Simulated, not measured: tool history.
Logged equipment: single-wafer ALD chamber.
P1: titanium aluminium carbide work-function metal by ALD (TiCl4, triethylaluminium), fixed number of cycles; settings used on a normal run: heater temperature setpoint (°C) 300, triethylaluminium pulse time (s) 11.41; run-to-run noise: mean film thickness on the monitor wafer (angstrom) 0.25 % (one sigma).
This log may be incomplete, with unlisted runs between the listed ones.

| run | hour | heater temperature setpoint (°C) | triethylaluminium pulse time (s) | hours since the last thermocouple change | hours since the last triethylaluminium bottle change | mean film thickness on the monitor wafer (angstrom) |
|---|---|---|---|---|---|---|
| 1 | 11.3 | 300 | 11.41 | 831.9 | 597.9 | 19.657 |
| 2 | 18.2 | 300 | 11.41 | 838.8 | 604.8 | 19.686 |
| 3 | 33.6 | 313 | 7.48 | 854.2 | 620.2 | 19.654 |
| 4 | 43.8 | 300 | 11.41 | 864.4 | 630.4 | 19.702 |
| 5 | 56.5 | 324 | 11.41 | 877.1 | 643.1 | 21.817 |
| 6 | 69.8 | 300 | 14.97 | 890.4 | 656.4 | 20.045 |
| 7 | 84.6 | 280 | 11.41 | 905.2 | 671.2 | 17.947 |
| 8 | 94.7 | 300 | 11.41 | 915.3 | 681.3 | 19.623 |
| 9 | 108.9 | 300 | 11.41 | 929.5 | 695.5 | 19.685 |
| 10 | 124.7 | 300 | 11.41 | 945.3 | 711.3 | 19.682 |
| 11 | 133.1 | 300 | 11.41 | 953.7 | 719.7 | 19.631 |
|  | 142.1 | triethylaluminium bottle replaced |
| 12 | 147.3 | 300 | 5.17 | 967.9 | 5.3 | 16.742 |
| 13 | 160.4 | 300 | 11.41 | 981.0 | 18.4 | 19.693 |
| 14 | 171.8 | 300 | 11.41 | 992.4 | 29.8 | 19.721 |
| 15 | 182.7 | 300 | 11.41 | 1003.3 | 40.7 | 19.494 |
| 16 | 192.7 | 300 | 11.41 | 1013.3 | 50.7 | 19.445 |
| 17 | 199.8 | 300 | 11.41 | 1020.4 | 57.8 | 19.408 |
| 18 | 211.0 | 300 | 11.41 | 1031.6 | 69.0 | 19.370 |
| 19 | 224.2 | 300 | 11.41 | 1044.8 | 82.2 | 19.368 |
| 20 | 240.2 | 300 | 11.41 | 1060.8 | 98.2 | 19.396 |
| 21 | 253.6 | 300 | 11.41 | 1074.2 | 111.6 | 19.325 |
| 22 | 267.5 | 300 | 11.41 | 1088.1 | 125.5 | 19.390 |
| 23 | 276.7 | 300 | 11.41 | 1097.3 | 134.7 | 19.390 |

What P1 gives has crept away from where it was. These 2 causes fit the log equally well, each at the size given:
A: triethylaluminium dose below that of a fresh bottle (%) = 16.7
B: wafer temperature below the value expected at the setpoint (K) = 4.26
At approximately hour 160.4, the process output began to creep.

Consider the 4 single-wafer check runs listed below, results given as question marks: which one distinguishes between the causes by giving clearly different results for each?
| check 1 | 285.9 | 315 | 7.85 |  |  | ? |
| check 2 | 285.9 | 289 | 11.41 |  |  | ? |
| check 3 | 285.9 | 291 | 11.41 |  |  | ? |
| check 4 | 285.9 | 320 | 11.41 |  |  | ? |

Outcome of each check run for each possible cause:
| check | result | if A | if B |
|---|---|---|---|
| check 1 | mean film thickness on the monitor wafer (angstrom) | 19.162 | 19.628 |
| check 2 | mean film thickness on the monitor wafer (angstrom) | 18.412 | 18.400 |
| check 3 | mean film thickness on the monitor wafer (angstrom) | 18.579 | 18.569 |
| check 4 | mean film thickness on the monitor wafer (angstrom) | 21.025 | 21.052 |
How far apart the two closest causes lie, in the result that separates them most: check 1 2.4 %; check 2 0.07 %; check 3 0.05 %; check 4 0.13 %
Check 1 is the one run that separates the causes; every other check would come out nearly the same whichever cause is at work.

Check 1 has now been run. It gave: mean film thickness on the monitor wafer (angstrom) 19.181. Which of the candidate causes is it?

It was cause A: triethylaluminium dose below that of a fresh bottle (%).

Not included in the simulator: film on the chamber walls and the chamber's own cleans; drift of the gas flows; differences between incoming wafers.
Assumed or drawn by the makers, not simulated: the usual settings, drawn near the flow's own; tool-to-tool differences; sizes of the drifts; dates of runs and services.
